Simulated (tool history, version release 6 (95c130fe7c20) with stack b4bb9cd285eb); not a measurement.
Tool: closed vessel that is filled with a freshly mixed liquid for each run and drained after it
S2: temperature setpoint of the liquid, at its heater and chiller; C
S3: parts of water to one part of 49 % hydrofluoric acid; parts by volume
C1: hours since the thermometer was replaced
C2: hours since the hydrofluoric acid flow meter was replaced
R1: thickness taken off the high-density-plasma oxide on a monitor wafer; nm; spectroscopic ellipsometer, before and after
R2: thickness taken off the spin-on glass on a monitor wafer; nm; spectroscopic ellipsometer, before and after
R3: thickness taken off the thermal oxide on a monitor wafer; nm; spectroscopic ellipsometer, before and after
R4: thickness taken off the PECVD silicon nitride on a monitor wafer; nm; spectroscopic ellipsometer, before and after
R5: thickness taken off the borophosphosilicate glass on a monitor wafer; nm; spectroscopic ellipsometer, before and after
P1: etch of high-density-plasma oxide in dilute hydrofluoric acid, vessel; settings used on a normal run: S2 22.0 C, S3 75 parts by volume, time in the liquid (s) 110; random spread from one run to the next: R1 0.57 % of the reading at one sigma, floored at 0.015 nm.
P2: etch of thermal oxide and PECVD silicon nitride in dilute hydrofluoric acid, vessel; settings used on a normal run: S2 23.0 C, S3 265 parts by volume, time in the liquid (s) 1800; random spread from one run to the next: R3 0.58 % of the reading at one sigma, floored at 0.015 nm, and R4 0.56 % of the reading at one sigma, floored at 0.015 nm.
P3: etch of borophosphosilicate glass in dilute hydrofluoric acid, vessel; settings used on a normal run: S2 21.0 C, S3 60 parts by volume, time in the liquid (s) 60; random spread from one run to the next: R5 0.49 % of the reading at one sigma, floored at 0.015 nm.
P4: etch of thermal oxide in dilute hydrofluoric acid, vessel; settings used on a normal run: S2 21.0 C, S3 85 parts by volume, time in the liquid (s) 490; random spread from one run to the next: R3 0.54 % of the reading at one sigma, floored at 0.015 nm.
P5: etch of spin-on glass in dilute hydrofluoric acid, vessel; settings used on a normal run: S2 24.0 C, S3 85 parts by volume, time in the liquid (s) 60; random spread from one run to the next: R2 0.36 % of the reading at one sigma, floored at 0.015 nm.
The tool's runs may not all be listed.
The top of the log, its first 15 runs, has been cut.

run 16 hour=150.6 | process_that_ran=P1 S2=17.0 S3=75 time_in_the_liquid_(s)=110 | C1=364.3 C2=623.4 | R1=6.7255
run 17 hour=160.4 | process_that_ran=P5 S2=24.0 S3=85 time_in_the_liquid_(s)=60 | C1=374.1 C2=633.2 | R2=48.291
run 18 hour=171.0 | process_that_ran=P3 S2=26.0 S3=60 time_in_the_liquid_(s)=60 | C1=384.7 C2=643.8 | R5=54.656
run 19 hour=178.8 | process_that_ran=P4 S2=21.0 S3=85 time_in_the_liquid_(s)=730 | C1=392.5 C2=651.6 | R3=37.182
run 20 hour=191.4 | process_that_ran=P1 S2=22.0 S3=135 time_in_the_liquid_(s)=110 | C1=405.1 C2=664.2 | R1=4.2518
run 21 hour=203.3 | process_that_ran=P5 S2=24.0 S3=85 time_in_the_liquid_(s)=60 | C1=417.0 C2=676.1 | R2=47.756
run 22 hour=214.4 | process_that_ran=P2 S2=23.0 S3=80 time_in_the_liquid_(s)=1800 | C1=428.1 C2=687.2 | R3=107.420 R4=35.8970
run 23 hour=223.0 | process_that_ran=P1 S2=22.0 S3=75 time_in_the_liquid_(s)=110 | C1=436.7 C2=695.8 | R1=8.1881
run 24 hour=232.0 | process_that_ran=P5 S2=20.0 S3=85 time_in_the_liquid_(s)=60 | C1=445.7 C2=704.8 | R2=40.821
run 25 hour=240.7 | process_that_ran=P1 S2=29.5 S3=75 time_in_the_liquid_(s)=110 | C1=454.4 C2=713.5 | R1=11.0200
run 26 hour=252.8 | process_that_ran=P1 S2=22.0 S3=75 time_in_the_liquid_(s)=110 | C1=466.5 C2=725.6 | R1=8.1057
run 27 hour=262.2 | process_that_ran=P1 S2=22.0 S3=75 time_in_the_liquid_(s)=110 | C1=475.9 C2=735.0 | R1=8.1477
-- hour=263.1 thermometer replaced
run 28 hour=273.1 | process_that_ran=P1 S2=22.0 S3=75 time_in_the_liquid_(s)=60 | C1=10.0 C2=745.9 | R1=4.4521
run 29 hour=283.7 | process_that_ran=P5 S2=24.0 S3=85 time_in_the_liquid_(s)=30 | C1=20.6 C2=756.5 | R2=24.015
run 30 hour=295.5 | process_that_ran=P1 S2=27.5 S3=75 time_in_the_liquid_(s)=155 | C1=32.4 C2=768.3 | R1=14.4730
run 31 hour=307.4 | process_that_ran=P1 S2=22.0 S3=45 time_in_the_liquid_(s)=110 | C1=44.3 C2=780.2 | R1=14.0210
run 32 hour=315.9 | process_that_ran=P1 S2=22.0 S3=75 time_in_the_liquid_(s)=110 | C1=52.8 C2=788.7 | R1=8.0974

What does the tool deliver on the next run?
run 33 hour=325.7 | process_that_ran=P1 S2=22.0 S3=75 time_in_the_liquid_(s)=110 | C1=62.6 C2=798.5 | R1=?

R1: 7.9334 nm
